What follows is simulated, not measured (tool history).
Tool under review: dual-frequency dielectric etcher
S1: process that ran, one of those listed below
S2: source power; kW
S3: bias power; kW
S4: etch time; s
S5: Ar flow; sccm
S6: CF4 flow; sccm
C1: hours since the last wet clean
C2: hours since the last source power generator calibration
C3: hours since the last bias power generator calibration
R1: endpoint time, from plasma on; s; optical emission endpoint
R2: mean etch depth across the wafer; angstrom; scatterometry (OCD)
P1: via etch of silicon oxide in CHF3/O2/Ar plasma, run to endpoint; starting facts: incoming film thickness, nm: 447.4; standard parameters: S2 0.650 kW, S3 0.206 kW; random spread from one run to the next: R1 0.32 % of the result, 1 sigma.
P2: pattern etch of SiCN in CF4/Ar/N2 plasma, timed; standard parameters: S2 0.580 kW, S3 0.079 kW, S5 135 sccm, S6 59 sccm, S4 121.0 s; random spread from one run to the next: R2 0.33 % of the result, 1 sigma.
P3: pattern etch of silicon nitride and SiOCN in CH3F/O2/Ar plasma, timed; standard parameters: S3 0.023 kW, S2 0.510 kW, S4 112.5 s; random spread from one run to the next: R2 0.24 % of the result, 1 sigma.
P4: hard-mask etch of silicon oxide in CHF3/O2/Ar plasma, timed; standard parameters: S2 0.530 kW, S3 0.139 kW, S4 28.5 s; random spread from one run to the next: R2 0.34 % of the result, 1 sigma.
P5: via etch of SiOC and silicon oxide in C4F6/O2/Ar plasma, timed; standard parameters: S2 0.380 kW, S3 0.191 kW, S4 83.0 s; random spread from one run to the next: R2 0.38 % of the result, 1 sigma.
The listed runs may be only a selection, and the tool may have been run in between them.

run	hour	S1	S2	S3	S4	S5	S6	C1	C2	C3	R1	R2
1	9.9	P1	0.650	0.206				379.4	1506.2	2792.7	210.70	
2	21.3	P3	0.510	0.023	112.5			390.8	1517.6	2804.1		160.64
3	35.8	P1	0.650	0.206				405.3	1532.1	2818.6	210.61	
4	49.9	P2	0.580	0.079	121.0	135	59	419.4	1546.2	2832.7		1247.40
5	62.3	P1	0.650	0.141				431.8	1558.6	2845.1	240.10	
6	69.2	P5	0.380	0.191	83.0			438.7	1565.5	2852.0		925.84
7	76.9	P1	0.480	0.160				446.4	1573.2	2859.7	258.79	
8	91.5	P4	0.690	0.139	28.5			461.0	1587.8	2874.3		542.51
9	103.8	P1	0.650	0.206				473.3	1600.1	2886.6	211.32	
10	111.4	P3	0.510	0.023	112.5			480.9	1607.7	2894.2		160.16
11	120.4	P4	0.530	0.139	28.5			489.9	1616.7	2903.2		487.11
12	130.0	P1	0.650	0.277				499.5	1626.3	2912.8	190.23	
13	144.0	P3	0.340	0.023	112.5			513.5	1640.3	2926.8		139.09
14	154.8	P3	0.510	0.013	112.5			524.3	1651.1	2937.6		126.32
15	166.8	P2	0.580	0.079	121.0	135	59	536.3	1663.1	2949.6		1245.00
16	176.5	P1	0.650	0.206				546.0	1672.8	2959.3	211.96	
17	189.9	P1	0.910	0.206				559.4	1686.2	2972.7	186.11	
18	200.0	P3	0.510	0.023	141.0			569.5	1696.3	2982.8		200.26
19	212.9	P1	0.650	0.206				582.4	1709.2	2995.7	211.80	
20	221.7	P5	0.380	0.121	83.0			591.2	1718.0	3004.5		806.29
21	232.8	P2	0.580	0.079	121.0	106	59	602.3	1729.1	3015.6		1300.50
22	245.9	P2	0.580	0.079	121.0	135	40	615.4	1742.2	3028.7		1166.00
23	258.6	P5	0.540	0.191	83.0			628.1	1754.9	3041.4		1064.80
24	269.0	P1	0.890	0.275				638.5	1765.3	3051.8	169.40	
# hour 282.7: bias power generator calibrated
25	284.8	P2	0.350	0.079	121.0	135	59	654.3	1781.1	2.2		801.04
26	292.6	P4	0.530	0.139	28.5			662.1	1788.9	10.0		489.57
27	304.2	P2	0.580	0.052	121.0	135	59	673.7	1800.5	21.6		1073.40
28	316.0	P2	0.580	0.079	66.5	135	59	685.5	1812.3	33.4		682.39
29	327.2	P5	0.380	0.191	103.5			696.7	1823.5	44.6		1161.60
30	337.2	P4	0.530	0.175	28.5			706.7	1833.5	54.6		525.36
31	351.7	P4	0.530	0.139	15.5			721.2	1848.0	69.1		265.08
32	367.6	P1	0.510	0.206				737.1	1863.9	85.0	232.09	
33	378.1	P1	0.650	0.206				747.6	1874.4	95.5	210.28	
34	393.8	P1	0.650	0.206				763.3	1890.1	111.2	212.89	
35	407.8	P1	0.650	0.206				777.3	1904.1	125.2	214.53	
36	421.5	P1	0.650	0.206				791.0	1917.8	138.9	212.78	
37	435.6	P1	0.650	0.206				805.1	1931.9	153.0	214.95	
38	444.9	P1	0.650	0.206				814.4	1941.2	162.3	215.01	
39	457.5	P1	0.650	0.206				827.0	1953.8	174.9	214.61	
40	471.2	P1	0.650	0.206				840.7	1967.5	188.6	215.67	
# hour 472.1: wet clean of the chamber
41	482.4	P1	0.650	0.206				10.4	1978.7	199.8	215.15	
42	495.2	P1	0.650	0.206				23.2	1991.5	212.6	213.73	
43	507.5	P1	0.650	0.206				35.5	2003.8	224.9	214.50	

P1 no longer gives what it gave before; its output has crept away from where it was. The following 2 causes, each at its listed size, fit the log equally well:
A: source power that arrives under what is set, % = 4.18
B: bias power that arrives under what is set, % = 4.63
Creep in the process output first set in at about hour 378.1.
All other causes, with the reason each is excluded:
chamber walls in a state that lowers the etch rate, %: serviced at hour 472.1, which brought nothing back

Consider the 4 check runs below, whose results appear as question marks and each of which averages 2 wafers. Which one distinguishes the causes, in that each cause would give it a clearly different result?
check 1	519.8	P5	0.480	0.191	83.0							?
check 2	519.8	P2	0.580	0.055	79.0	135	59					?
check 3	519.8	P4	0.620	0.139	18.5							?
check 4	519.8	P3	0.510	0.017	112.5							?

Check results expected under each cause:
check	result	if A	if B
check 1	R2	997.68	999.05
check 2	R2	687.77	702.40
check 3	R2	331.31	331.85
check 4	R2	138.59	138.03
Per-check spread between the two closest causes, in the result where they differ most: check 1 0.14 %; check 2 2.11 %; check 3 0.16 %; check 4 0.4 %
Check 2 tells the causes apart: in the others they would give nearly the same result.

Check 2 was carried out, with these results: R2 690.20 angstrom. Which of the listed causes is responsible?

It is A: source power that arrives under what is set, %.

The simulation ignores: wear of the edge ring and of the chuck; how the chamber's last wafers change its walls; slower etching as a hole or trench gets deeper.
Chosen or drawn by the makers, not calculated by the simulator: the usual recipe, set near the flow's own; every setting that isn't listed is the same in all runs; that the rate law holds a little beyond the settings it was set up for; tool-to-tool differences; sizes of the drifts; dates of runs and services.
